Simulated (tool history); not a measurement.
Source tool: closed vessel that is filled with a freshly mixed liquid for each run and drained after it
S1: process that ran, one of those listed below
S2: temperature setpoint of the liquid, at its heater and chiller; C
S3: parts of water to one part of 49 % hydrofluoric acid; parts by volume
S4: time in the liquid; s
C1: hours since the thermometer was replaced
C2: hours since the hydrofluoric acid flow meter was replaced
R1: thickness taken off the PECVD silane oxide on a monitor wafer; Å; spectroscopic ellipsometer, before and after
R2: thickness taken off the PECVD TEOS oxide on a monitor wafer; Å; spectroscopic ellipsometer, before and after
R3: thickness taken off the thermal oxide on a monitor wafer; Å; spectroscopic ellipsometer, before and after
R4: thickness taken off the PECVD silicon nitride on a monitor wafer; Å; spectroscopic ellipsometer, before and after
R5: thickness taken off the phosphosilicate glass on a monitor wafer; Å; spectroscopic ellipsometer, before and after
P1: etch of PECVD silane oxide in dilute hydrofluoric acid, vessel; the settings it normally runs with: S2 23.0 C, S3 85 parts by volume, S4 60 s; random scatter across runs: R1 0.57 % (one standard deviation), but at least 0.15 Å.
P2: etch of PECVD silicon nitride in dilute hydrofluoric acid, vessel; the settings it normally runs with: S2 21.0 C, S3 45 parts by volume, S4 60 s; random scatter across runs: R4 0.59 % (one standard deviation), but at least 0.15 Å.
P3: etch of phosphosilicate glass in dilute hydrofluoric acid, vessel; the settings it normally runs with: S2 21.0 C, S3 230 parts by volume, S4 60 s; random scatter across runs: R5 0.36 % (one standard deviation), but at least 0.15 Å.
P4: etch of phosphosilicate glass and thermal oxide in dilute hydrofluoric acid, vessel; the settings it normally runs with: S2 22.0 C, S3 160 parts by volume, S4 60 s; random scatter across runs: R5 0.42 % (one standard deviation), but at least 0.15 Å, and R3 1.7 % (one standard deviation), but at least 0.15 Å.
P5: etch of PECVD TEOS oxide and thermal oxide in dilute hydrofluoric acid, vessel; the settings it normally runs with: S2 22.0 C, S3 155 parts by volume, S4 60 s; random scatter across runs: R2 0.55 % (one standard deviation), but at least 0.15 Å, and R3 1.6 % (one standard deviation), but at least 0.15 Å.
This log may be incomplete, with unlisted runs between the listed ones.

run 1 hour=6.0 | S1=P1 S2=23.0 S3=85 S4=60 | C1=542.4 C2=654.3 | R1=101.680
run 2 hour=13.5 | S1=P5 S2=17.0 S3=155 S4=60 | C1=549.9 C2=661.8 | R2=35.788 R3=13.5850
run 3 hour=22.0 | S1=P1 S2=23.0 S3=85 S4=60 | C1=558.4 C2=670.3 | R1=103.910
run 4 hour=26.8 | S1=P1 S2=23.0 S3=120 S4=60 | C1=563.2 C2=675.1 | R1=69.873
run 5 hour=34.2 | S1=P2 S2=21.0 S3=45 S4=60 | C1=570.6 C2=682.5 | R4=49.890
run 6 hour=42.1 | S1=P5 S2=22.0 S3=245 S4=60 | C1=578.5 C2=690.4 | R2=25.118 R3=9.3394
run 7 hour=48.9 | S1=P4 S2=22.0 S3=160 S4=60 | C1=585.3 C2=697.2 | R3=15.0010 R5=272.58
run 8 hour=55.6 | S1=P4 S2=22.0 S3=160 S4=115 | C1=592.0 C2=703.9 | R3=28.7800 R5=521.70
run 9 hour=66.1 | S1=P2 S2=21.0 S3=45 S4=30 | C1=602.5 C2=714.4 | R4=25.021
run 10 hour=74.1 | S1=P3 S2=21.0 S3=230 S4=60 | C1=610.5 C2=722.4 | R5=402.55
run 11 hour=81.1 | S1=P1 S2=31.5 S3=85 S4=60 | C1=617.5 C2=729.4 | R1=142.540
run 12 hour=88.2 | S1=P2 S2=21.0 S3=80 S4=60 | C1=624.6 C2=736.5 | R4=28.848
run 13 hour=94.7 | S1=P3 S2=21.0 S3=75 S4=60 | C1=631.1 C2=743.0 | R5=1446.40
run 14 hour=101.1 | S1=P2 S2=17.0 S3=45 S4=60 | C1=637.5 C2=749.4 | R4=37.924
run 15 hour=109.3 | S1=P5 S2=22.0 S3=155 S4=60 | C1=645.7 C2=757.6 | R2=43.840 R3=16.8500
run 16 hour=116.9 | S1=P4 S2=22.0 S3=160 S4=60 | C1=653.3 C2=765.2 | R3=15.1600 R5=273.24
run 17 hour=125.0 | S1=P5 S2=22.0 S3=155 S4=30 | C1=661.4 C2=773.3 | R2=21.732 R3=8.3366
run 18 hour=135.7 | S1=P1 S2=17.0 S3=85 S4=60 | C1=672.1 C2=784.0 | R1=80.629
run 19 hour=141.4 | S1=P4 S2=17.0 S3=160 S4=60 | C1=677.8 C2=789.7 | R3=12.2240 R5=224.41
run 20 hour=146.9 | S1=P1 S2=23.0 S3=85 S4=60 | C1=683.3 C2=795.2 | R1=103.530
run 21 hour=152.8 | S1=P1 S2=23.0 S3=85 S4=60 | C1=689.2 C2=801.1 | R1=102.640
run 22 hour=157.5 | S1=P3 S2=21.0 S3=230 S4=100 | C1=693.9 C2=805.8 | R5=666.56
run 23 hour=164.2 | S1=P1 S2=23.0 S3=85 S4=30 | C1=700.6 C2=812.5 | R1=50.838
run 24 hour=171.3 | S1=P3 S2=21.0 S3=230 S4=60 | C1=707.7 C2=819.6 | R5=402.19
run 25 hour=180.0 | S1=P1 S2=23.0 S3=25 S4=60 | C1=716.4 C2=828.3 | R1=379.160
run 26 hour=190.3 | S1=P5 S2=22.0 S3=155 S4=60 | C1=726.7 C2=838.6 | R2=43.429 R3=16.6430
-- hour=197.7 hydrofluoric acid flow meter replaced
run 27 hour=201.0 | S1=P1 S2=23.0 S3=85 S4=95 | C1=737.4 C2=3.4 | R1=163.410
run 28 hour=208.8 | S1=P1 S2=17.0 S3=85 S4=30 | C1=745.2 C2=11.2 | R1=40.141
run 29 hour=214.9 | S1=P4 S2=22.0 S3=25 S4=60 | C1=751.3 C2=17.3 | R3=114.2800 R5=2056.50
run 30 hour=224.5 | S1=P3 S2=28.5 S3=230 S4=60 | C1=760.9 C2=26.9 | R5=525.86
run 31 hour=234.5 | S1=P1 S2=23.0 S3=85 S4=60 | C1=770.9 C2=36.9 | R1=102.860
run 32 hour=244.4 | S1=P1 S2=23.0 S3=85 S4=60 | C1=780.8 C2=46.8 | R1=106.320
run 33 hour=251.0 | S1=P1 S2=23.0 S3=85 S4=60 | C1=787.4 C2=53.4 | R1=105.370
run 34 hour=259.6 | S1=P1 S2=23.0 S3=85 S4=60 | C1=796.0 C2=62.0 | R1=107.000
run 35 hour=269.7 | S1=P1 S2=23.0 S3=85 S4=60 | C1=806.1 C2=72.1 | R1=106.730
run 36 hour=278.0 | S1=P1 S2=23.0 S3=85 S4=60 | C1=814.4 C2=80.4 | R1=107.780
run 37 hour=283.2 | S1=P1 S2=23.0 S3=85 S4=60 | C1=819.6 C2=85.6 | R1=108.980
run 38 hour=291.8 | S1=P1 S2=23.0 S3=85 S4=60 | C1=828.2 C2=94.2 | R1=108.430
run 39 hour=297.5 | S1=P1 S2=23.0 S3=85 S4=60 | C1=833.9 C2=99.9 | R1=108.940
run 40 hour=305.0 | S1=P1 S2=23.0 S3=85 S4=60 | C1=841.4 C2=107.4 | R1=108.420
run 41 hour=314.2 | S1=P1 S2=23.0 S3=85 S4=60 | C1=850.6 C2=116.6 | R1=109.660
run 42 hour=320.0 | S1=P1 S2=23.0 S3=85 S4=60 | C1=856.4 C2=122.4 | R1=108.580

Compared with where it was, what P1 gives has crept away. Each cause listed below fits the log as well as the rest, at the size given for it:
A: hydrofluoric acid flow above the setpoint (%) = 5.17
B: liquid hotter than its thermometer reads (K) = 1.39
The process output started creeping at around hour 234.5.

The list below offers 4 check runs, each averaging the results of 2 wafers, and shows each result as a question mark. For which of them would the listed causes give clearly different results?
run check 1 hour=325.8 | S1=P2 S2=17.0 S3=75 S4=60 | R4=?
run check 2 hour=325.8 | S1=P5 S2=22.0 S3=220 S4=60 | R2=? R3=?
run check 3 hour=325.8 | S1=P4 S2=22.0 S3=100 S4=100 | R3=? R5=?
run check 4 hour=325.8 | S1=P3 S2=26.5 S3=80 S4=60 | R5=?

Predicted outcomes, by check and by cause:
check=check_1 result=R4 if_A=24.279 if_B=25.483
check=check_2 result=R2 if_A=30.479 if_B=30.180
check=check_2 result=R3 if_A=11.6420 if_B=11.5280
check=check_3 result=R3 if_A=45.1640 if_B=45.1410
check=check_3 result=R5 if_A=822.45 if_B=822.03
check=check_4 result=R5 if_A=1788.40 if_B=1786.10
Gap, in per cent, between the two causes that each check separates least, read from the result that separates them most: check 1 4.84 %; check 2 0.99 %; check 3 0.05 %; check 4 0.13 %
Of the check runs offered, only check 1 discriminates between the causes; the rest would read about the same regardless of which cause applies.

Check 1 was then run and gave: R4 25.529 Å. Which cause is it?

It is B: liquid hotter than its thermometer reads (K).
